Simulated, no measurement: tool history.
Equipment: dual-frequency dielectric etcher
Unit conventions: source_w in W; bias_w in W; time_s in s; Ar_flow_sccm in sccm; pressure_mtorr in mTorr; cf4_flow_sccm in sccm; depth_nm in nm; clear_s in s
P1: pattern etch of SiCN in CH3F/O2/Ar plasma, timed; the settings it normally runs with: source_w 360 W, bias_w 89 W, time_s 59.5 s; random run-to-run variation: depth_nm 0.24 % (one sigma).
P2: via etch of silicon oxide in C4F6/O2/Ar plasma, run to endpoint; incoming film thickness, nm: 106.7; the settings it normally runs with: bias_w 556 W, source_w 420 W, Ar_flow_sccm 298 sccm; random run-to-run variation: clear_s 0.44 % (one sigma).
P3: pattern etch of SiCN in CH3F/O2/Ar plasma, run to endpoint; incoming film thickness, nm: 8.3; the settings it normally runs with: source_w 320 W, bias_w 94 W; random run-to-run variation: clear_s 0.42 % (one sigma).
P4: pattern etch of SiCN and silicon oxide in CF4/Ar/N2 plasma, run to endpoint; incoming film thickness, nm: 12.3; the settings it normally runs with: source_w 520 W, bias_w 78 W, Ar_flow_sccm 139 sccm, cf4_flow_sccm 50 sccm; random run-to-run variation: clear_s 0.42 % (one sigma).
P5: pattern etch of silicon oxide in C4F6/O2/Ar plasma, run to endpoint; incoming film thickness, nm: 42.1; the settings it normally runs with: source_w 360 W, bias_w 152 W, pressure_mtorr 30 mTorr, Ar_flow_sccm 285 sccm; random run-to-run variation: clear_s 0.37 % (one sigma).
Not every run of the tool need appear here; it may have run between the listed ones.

run,hour,process,source_w,bias_w,time_s,Ar_flow_sccm,pressure_mtorr,cf4_flow_sccm,hours since the last wet clean,hours since the last source power generator calibration,hours since the last bias power generator calibration,depth_nm,clear_s
1,12.8,P1,360,89,59.5,,,,231.9,2003.7,2197.4,22.178,
2,25.1,P1,360,89,59.5,,,,244.2,2016.0,2209.7,22.142,
3,33.9,P2,420,556,,298,,,253.0,2024.8,2218.5,,22.404
4,46.3,P3,210,94,,,,,265.4,2037.2,2230.9,,25.469
5,60.0,P1,360,89,59.5,,,,279.1,2050.9,2244.6,22.183,
6,68.1,P5,360,152,,285,30,,287.2,2059.0,2252.7,,14.228
7,77.9,P1,220,89,59.5,,,,297.0,2068.8,2262.5,18.594,
8,90.0,P1,360,89,59.5,,,,309.1,2080.9,2274.6,22.195,
9,99.8,P4,520,78,,139,,50,318.9,2090.7,2284.4,,13.656
10,108.2,P1,360,89,32.5,,,,327.3,2099.1,2292.8,12.085,
11,120.1,P1,360,89,59.5,,,,339.2,2111.0,2304.7,22.226,
12,128.1,P5,360,152,,230,30,,347.2,2119.0,2312.7,,13.935
13,139.0,P1,360,89,59.5,,,,358.1,2129.9,2323.6,22.107,
14,150.6,P1,490,89,74.0,,,,369.7,2141.5,2335.2,30.880,
15,162.4,P1,360,111,59.5,,,,381.5,2153.3,2347.0,24.112,
16,173.0,P5,360,152,,285,30,,392.1,2163.9,2357.6,,14.199
17,183.0,P4,520,109,,139,,50,402.1,2173.9,2367.6,,12.087
18,190.3,P2,420,556,,384,,,409.4,2181.2,2374.9,,22.980
19,199.7,P1,490,89,82.0,,,,418.8,2190.6,2384.3,34.210,
20,208.8,P2,420,351,,298,,,427.9,2199.7,2393.4,,26.482
21,220.0,P4,350,78,,139,,50,439.1,2210.9,2404.6,,19.177
22,233.1,P1,360,56,59.5,,,,452.2,2224.0,2417.7,18.750,
23,245.7,P5,360,152,,285,39,,464.8,2236.6,2430.3,,14.714
24,253.5,P4,520,78,,139,,33,472.6,2244.4,2438.1,,14.664
25,262.1,P3,320,115,,,,,481.2,2253.0,2446.7,,20.301
26,274.1,P1,430,109,59.5,,,,493.2,2265.0,2458.7,25.519,
27,287.7,P2,420,556,,298,,,506.8,2278.6,2472.3,,22.471
28,301.7,P2,270,556,,298,,,520.8,2292.6,2486.3,,26.300
29,312.5,P5,360,101,,285,30,,531.6,2303.4,2497.1,,16.067
30,320.6,P1,440,89,59.5,,,,539.7,2311.5,2505.2,23.929,
31,332.0,P1,360,89,77.0,,,,551.1,2322.9,2516.6,28.720,
32,342.4,P1,360,89,59.5,,,,561.5,2333.3,2527.0,22.078,
33,349.4,P4,520,78,,83,,50,568.5,2340.3,2534.0,,12.712
34,359.4,P3,320,94,,,,,578.5,2350.3,2544.0,,21.964
35,366.0,P3,320,94,,,,,585.1,2356.9,2550.6,,21.808
36,376.0,P5,260,152,,285,30,,595.1,2366.9,2560.6,,16.050
37,384.9,P1,360,89,59.5,,,,604.0,2375.8,2569.5,22.171,
38,391.6,P1,360,89,59.5,,,,610.7,2382.5,2576.2,22.228,
39,400.8,P1,360,89,59.5,,,,619.9,2391.7,2585.4,22.388,
40,409.5,P1,360,89,59.5,,,,628.6,2400.4,2594.1,22.386,
# hour 420.0: wet clean of the chamber
41,420.9,P1,360,89,59.5,,,,0.9,2411.8,2605.5,22.501,
42,427.5,P1,360,89,59.5,,,,7.5,2418.4,2612.1,22.501,
43,435.5,P1,360,89,59.5,,,,15.5,2426.4,2620.1,22.544,
44,447.4,P1,360,89,59.5,,,,27.4,2438.3,2632.0,22.623,
45,453.6,P1,360,89,59.5,,,,33.6,2444.5,2638.2,22.510,
46,459.7,P1,360,89,59.5,,,,39.7,2450.6,2644.3,22.452,
47,469.7,P1,360,89,59.5,,,,49.7,2460.6,2654.3,22.533,
48,477.9,P1,360,89,59.5,,,,57.9,2468.8,2662.5,22.585,

The output of P1 has drifted from where it used to be. Each of the 2 causes below, taken at the size shown beside it, accounts for the log equally well:
A: source power that arrives over what is set, % = 4.71
B: bias power that arrives over what is set, % = 4.68
Onset of the creep was near hour 384.9.
Excluded causes, each with its reason:
chamber walls in a state that raises the etch rate, %: serviced after onset, at hour 420.0, with no recovery of the prior output

Which of the check runs below tells the causes apart, meaning the causes would give it clearly different results? Each run uses 2 wafers whose results are averaged, and each result is shown as a question mark.
check 1,486.1,P4,370,78,,139,,50,,,,,?
check 2,486.1,P5,260,152,,285,30,,,,,,?
check 3,486.1,P2,320,556,,348,,,,,,,?
check 4,486.1,P3,250,111,,,,,,,,,?

Outcome of each check run for each possible cause:
check,result,if A,if B
check 1,clear_s,17.629,18.025
check 2,clear_s,15.884,15.939
check 3,clear_s,24.812,24.793
check 4,clear_s,22.136,22.107
Distance between the nearest two causes, measured in the result of the check that separates them most: check 1 2.22 %; check 2 0.35 %; check 3 0.07 %; check 4 0.13 %
The other checks would show nearly matching results whichever cause is true, so check 1 is the only one that separates the causes.

Check 1 was then run and gave: clear_s 17.666 s. Which cause is it?

A is the cause: source power that arrives over what is set, %.
